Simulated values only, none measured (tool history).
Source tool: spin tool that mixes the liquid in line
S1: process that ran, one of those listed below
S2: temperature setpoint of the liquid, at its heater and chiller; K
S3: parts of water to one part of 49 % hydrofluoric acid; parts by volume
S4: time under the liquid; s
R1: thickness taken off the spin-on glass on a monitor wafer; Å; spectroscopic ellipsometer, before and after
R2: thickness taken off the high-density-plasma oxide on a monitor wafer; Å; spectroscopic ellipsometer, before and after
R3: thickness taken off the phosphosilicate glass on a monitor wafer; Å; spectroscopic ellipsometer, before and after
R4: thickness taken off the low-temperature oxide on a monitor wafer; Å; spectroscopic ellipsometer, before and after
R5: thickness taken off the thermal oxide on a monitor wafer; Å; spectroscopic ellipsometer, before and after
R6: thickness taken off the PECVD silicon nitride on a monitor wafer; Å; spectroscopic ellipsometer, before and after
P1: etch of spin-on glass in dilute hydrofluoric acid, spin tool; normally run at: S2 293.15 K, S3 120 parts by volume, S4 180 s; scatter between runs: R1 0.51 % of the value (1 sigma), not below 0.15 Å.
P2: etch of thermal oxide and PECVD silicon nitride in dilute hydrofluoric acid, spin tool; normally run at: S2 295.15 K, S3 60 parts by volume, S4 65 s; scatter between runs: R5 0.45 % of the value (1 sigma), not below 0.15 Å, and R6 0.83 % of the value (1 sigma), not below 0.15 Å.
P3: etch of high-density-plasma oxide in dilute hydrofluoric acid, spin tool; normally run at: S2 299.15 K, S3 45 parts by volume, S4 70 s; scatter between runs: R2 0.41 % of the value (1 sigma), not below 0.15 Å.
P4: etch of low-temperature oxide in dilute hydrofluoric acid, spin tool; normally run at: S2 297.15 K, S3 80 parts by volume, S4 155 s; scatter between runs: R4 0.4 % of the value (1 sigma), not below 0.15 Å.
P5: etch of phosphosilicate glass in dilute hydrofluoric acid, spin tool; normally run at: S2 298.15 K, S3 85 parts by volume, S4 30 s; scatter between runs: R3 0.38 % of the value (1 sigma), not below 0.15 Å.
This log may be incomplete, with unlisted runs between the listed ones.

Run 1, hour 4.4: S1 P1, S2 293.15 K, S3 120 parts by volume, S4 180 s. Result: R1 410.21 Å.
Run 2, hour 9: S1 P1, S2 299.15 K, S3 120 parts by volume, S4 180 s. Result: R1 516.15 Å.
Run 3, hour 11.3: S1 P3, S2 299.15 K, S3 45 parts by volume, S4 135 s. Result: R2 175.77 Å.
Run 4, hour 15.1: S1 P1, S2 293.15 K, S3 120 parts by volume, S4 180 s. Result: R1 409.9 Å.
Run 5, hour 17.5: S1 P5, S2 298.15 K, S3 85 parts by volume, S4 30 s. Result: R3 420.87 Å.
Run 6, hour 20.6: S1 P5, S2 306.15 K, S3 85 parts by volume, S4 30 s. Result: R3 572.35 Å.
Run 7, hour 24.8: S1 P4, S2 291.65 K, S3 80 parts by volume, S4 155 s. Result: R4 245.37 Å.
Run 8, hour 27.2: S1 P4, S2 297.15 K, S3 80 parts by volume, S4 155 s. Result: R4 304.53 Å.
Run 9, hour 31.7: S1 P1, S2 290.15 K, S3 120 parts by volume, S4 180 s. Result: R1 361 Å.
Run 10, hour 34.6: S1 P1, S2 293.15 K, S3 120 parts by volume, S4 180 s. Result: R1 406.76 Å.
Run 11, hour 39.5: S1 P2, S2 295.15 K, S3 60 parts by volume, S4 65 s. Result: R5 48.512 Å, R6 24.976 Å.
Run 12, hour 42.1: S1 P1, S2 293.15 K, S3 120 parts by volume, S4 100 s. Result: R1 228.81 Å.
Run 13, hour 46.9: S1 P2, S2 295.15 K, S3 30 parts by volume, S4 65 s. Result: R5 101.02 Å, R6 48.725 Å.
Run 14, hour 50.6: S1 P2, S2 290.15 K, S3 60 parts by volume, S4 65 s. Result: R5 39.365 Å, R6 17.384 Å.
Run 15, hour 53.6: S1 P5, S2 298.15 K, S3 85 parts by volume, S4 15 s. Result: R3 210.98 Å.
Run 16, hour 56.7: S1 P1, S2 293.15 K, S3 120 parts by volume, S4 285 s. Result: R1 643.63 Å.
Run 17, hour 60.6: S1 P1, S2 293.15 K, S3 25 parts by volume, S4 180 s. Result: R1 2189.5 Å.
Run 18, hour 63.9: S1 P1, S2 296.65 K, S3 25 parts by volume, S4 180 s. Result: R1 2537.3 Å.
At hour 65.7: thermometer replaced.
Run 19, hour 67.2: S1 P1, S2 293.15 K, S3 220 parts by volume, S4 180 s. Result: R1 201.48 Å.
Run 20, hour 71.9: S1 P3, S2 302.65 K, S3 45 parts by volume, S4 70 s. Result: R2 105.21 Å.
Run 21, hour 76.2: S1 P3, S2 299.15 K, S3 45 parts by volume, S4 70 s. Result: R2 91.072 Å.
Run 22, hour 80.7: S1 P1, S2 293.15 K, S3 120 parts by volume, S4 180 s. Result: R1 408.08 Å.
Run 23, hour 85.5: S1 P5, S2 298.15 K, S3 25 parts by volume, S4 30 s. Result: R3 1557.3 Å.
Run 24, hour 87.9: S1 P1, S2 293.15 K, S3 120 parts by volume, S4 180 s. Result: R1 404.63 Å.
Run 25, hour 92.3: S1 P2, S2 295.15 K, S3 60 parts by volume, S4 120 s. Result: R5 89.083 Å, R6 45.969 Å.
Run 26, hour 95.9: S1 P1, S2 293.15 K, S3 120 parts by volume, S4 180 s. Result: R1 409.75 Å.
Run 27, hour 100.7: S1 P4, S2 297.15 K, S3 80 parts by volume, S4 15 s. Result: R4 29.861 Å.
Run 28, hour 103.1: S1 P4, S2 297.15 K, S3 20 parts by volume, S4 155 s. Result: R4 1332.8 Å.
Run 29, hour 107.4: S1 P3, S2 299.15 K, S3 20 parts by volume, S4 70 s. Result: R2 212.16 Å.
Run 30, hour 111: S1 P1, S2 293.15 K, S3 120 parts by volume, S4 180 s. Result: R1 406.78 Å.
Run 31, hour 114.6: S1 P1, S2 293.15 K, S3 120 parts by volume, S4 180 s. Result: R1 422.48 Å.
Run 32, hour 118.6: S1 P1, S2 293.15 K, S3 120 parts by volume, S4 180 s. Result: R1 428.2 Å.
Run 33, hour 122.5: S1 P1, S2 293.15 K, S3 120 parts by volume, S4 180 s. Result: R1 435.63 Å.
Run 34, hour 125.2: S1 P1, S2 293.15 K, S3 120 parts by volume, S4 180 s. Result: R1 436.83 Å.
Run 35, hour 127.8: S1 P1, S2 293.15 K, S3 120 parts by volume, S4 180 s. Result: R1 436.47 Å.
Run 36, hour 131.8: S1 P1, S2 293.15 K, S3 120 parts by volume, S4 180 s. Result: R1 441.53 Å.
Run 37, hour 135.5: S1 P1, S2 293.15 K, S3 120 parts by volume, S4 180 s. Result: R1 442.23 Å.
Run 38, hour 139.5: S1 P1, S2 293.15 K, S3 120 parts by volume, S4 180 s. Result: R1 440.71 Å.
Run 39, hour 143.9: S1 P1, S2 293.15 K, S3 120 parts by volume, S4 180 s. Result: R1 439.46 Å.

What P1 gives has crept away from where it was. These 2 causes fit the log equally well, each at the size given:
A: hydrofluoric acid flow above the setpoint (%) = 7.15
B: liquid hotter than its thermometer reads (K) = 1.94
Creep in the process output first set in at about hour 111.

You are offered 4 check runs, listed below with question marks in place of their results; each one averages 2 wafers. Which run separates the listed causes by giving clearly different results for each?
Run check 1, hour 148.3: S1 P2, S2 295.15 K, S3 60 parts by volume, S4 65 s. Result: R5 ?, R6 ?.
Run check 2, hour 148.3: S1 P3, S2 299.15 K, S3 45 parts by volume, S4 70 s. Result: R2 ?.
Run check 3, hour 148.3: S1 P5, S2 298.15 K, S3 85 parts by volume, S4 30 s. Result: R3 ?.
Run check 4, hour 148.3: S1 P4, S2 297.15 K, S3 80 parts by volume, S4 155 s. Result: R4 ?.

Predicted outcomes, by check and by cause:
  check  result    if A    if B
check 1      R5  52.129  52.436
check 1      R6  26.717  28.476
check 2      R2  97.934  98.437
check 3      R3  453.72  453.73
check 4      R4  331.19  331.68
How far apart the two closest causes lie, in the result that separates them most: check 1 6.38 %; check 2 0.51 %; check 3 0 %; check 4 0.15 %
The causes can be told apart only by check 1. The other checks would give nearly the same results under each of them.

Here is what check 1 returned: R5 52.421 Å; R6 28.31 Å. Which cause is it?

It was cause B: liquid hotter than its thermometer reads (K).
